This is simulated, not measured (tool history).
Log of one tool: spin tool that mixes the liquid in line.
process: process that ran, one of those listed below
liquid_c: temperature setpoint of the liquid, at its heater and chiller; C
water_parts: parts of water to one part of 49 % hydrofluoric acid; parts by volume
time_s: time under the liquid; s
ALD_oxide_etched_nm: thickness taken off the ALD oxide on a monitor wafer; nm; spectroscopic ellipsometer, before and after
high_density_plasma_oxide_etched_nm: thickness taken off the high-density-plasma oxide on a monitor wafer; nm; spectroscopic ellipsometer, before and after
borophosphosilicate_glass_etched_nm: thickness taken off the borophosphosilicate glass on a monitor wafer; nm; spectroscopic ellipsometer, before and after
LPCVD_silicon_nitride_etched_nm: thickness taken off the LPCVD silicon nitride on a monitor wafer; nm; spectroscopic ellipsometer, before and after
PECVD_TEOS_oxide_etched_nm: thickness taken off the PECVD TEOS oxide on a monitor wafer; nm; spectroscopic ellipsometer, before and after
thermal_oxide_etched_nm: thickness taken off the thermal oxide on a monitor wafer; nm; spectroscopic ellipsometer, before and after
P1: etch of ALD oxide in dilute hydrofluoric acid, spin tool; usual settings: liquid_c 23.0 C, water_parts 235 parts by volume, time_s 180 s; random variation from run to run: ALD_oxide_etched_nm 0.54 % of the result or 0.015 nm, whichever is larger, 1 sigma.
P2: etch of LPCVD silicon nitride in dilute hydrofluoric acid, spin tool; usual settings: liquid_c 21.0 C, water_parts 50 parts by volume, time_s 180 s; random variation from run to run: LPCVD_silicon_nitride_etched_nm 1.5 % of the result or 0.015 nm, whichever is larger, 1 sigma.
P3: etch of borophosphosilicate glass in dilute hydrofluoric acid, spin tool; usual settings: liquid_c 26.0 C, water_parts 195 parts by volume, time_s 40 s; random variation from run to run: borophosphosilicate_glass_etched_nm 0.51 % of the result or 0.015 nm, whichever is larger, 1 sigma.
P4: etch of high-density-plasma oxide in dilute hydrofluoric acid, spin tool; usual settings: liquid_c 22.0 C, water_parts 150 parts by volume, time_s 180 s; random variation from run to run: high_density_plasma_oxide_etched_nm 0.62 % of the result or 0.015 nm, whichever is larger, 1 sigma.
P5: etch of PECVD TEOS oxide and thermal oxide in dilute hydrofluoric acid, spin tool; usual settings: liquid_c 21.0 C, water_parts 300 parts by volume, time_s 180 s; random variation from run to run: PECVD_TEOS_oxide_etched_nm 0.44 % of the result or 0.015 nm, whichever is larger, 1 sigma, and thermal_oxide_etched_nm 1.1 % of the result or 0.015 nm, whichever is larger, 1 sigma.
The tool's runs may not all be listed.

run,hour,process,liquid_c,water_parts,time_s,hours since the thermometer was replaced,hours since the hydrofluoric acid flow meter was replaced,ALD_oxide_etched_nm,high_density_plasma_oxide_etched_nm,borophosphosilicate_glass_etched_nm,LPCVD_silicon_nitride_etched_nm,PECVD_TEOS_oxide_etched_nm,thermal_oxide_etched_nm
1,9.5,P1,23.0,235,180,590.6,295.5,6.1574,,,,,
2,19.1,P1,23.0,235,180,600.2,305.1,6.2149,,,,,
3,28.9,P4,26.0,150,180,610.0,314.9,,6.3598,,,,
4,44.5,P3,26.0,45,40,625.6,330.5,,,34.2650,,,
5,54.1,P1,17.0,235,180,635.2,340.1,4.9114,,,,,
6,67.5,P4,22.0,150,180,648.6,353.5,,5.3681,,,,
7,80.8,P2,21.0,70,180,661.9,366.8,,,,0.98342,,
8,90.0,P4,22.0,150,180,671.1,376.0,,5.4005,,,,
9,105.4,P1,27.5,235,65,686.5,391.4,2.6179,,,,,
10,115.7,P2,21.0,50,180,696.8,401.7,,,,1.31980,,
11,126.6,P3,21.5,195,40,707.7,412.6,,,5.4922,,,
12,138.5,P3,26.0,195,75,719.6,424.5,,,12.1930,,,
13,151.4,P1,27.5,235,180,732.5,437.4,7.1411,,,,,
14,168.3,P1,23.0,235,180,749.4,454.3,6.1932,,,,,
15,185.1,P1,23.0,360,180,766.2,471.1,3.5582,,,,,
16,193.0,P3,26.0,195,40,774.1,479.0,,,6.5443,,,
17,206.6,P2,17.0,50,180,787.7,492.6,,,,0.98377,,
18,223.3,P1,23.0,235,330,804.4,509.3,11.3150,,,,,
19,233.6,P4,22.0,25,180,814.7,519.6,,38.0060,,,,
20,246.7,P5,21.0,470,180,827.8,532.7,,,,,2.7123,1.1274
21,262.7,P2,21.0,50,180,843.8,548.7,,,,1.37970,,
22,276.2,P4,22.0,150,45,857.3,562.2,,1.3542,,,,
23,285.1,P3,26.0,195,40,866.2,571.1,,,6.5741,,,
24,297.9,P2,21.0,50,350,879.0,583.9,,,,2.51720,,
25,307.7,P5,17.0,300,180,888.8,593.7,,,,,4.2481,1.7815

Run 26 comes next. What will it give?
26,323.0,P1,23.0,235,180,904.1,609.0,?,,,,,

ALD_oxide_etched_nm: 6.2040 nm
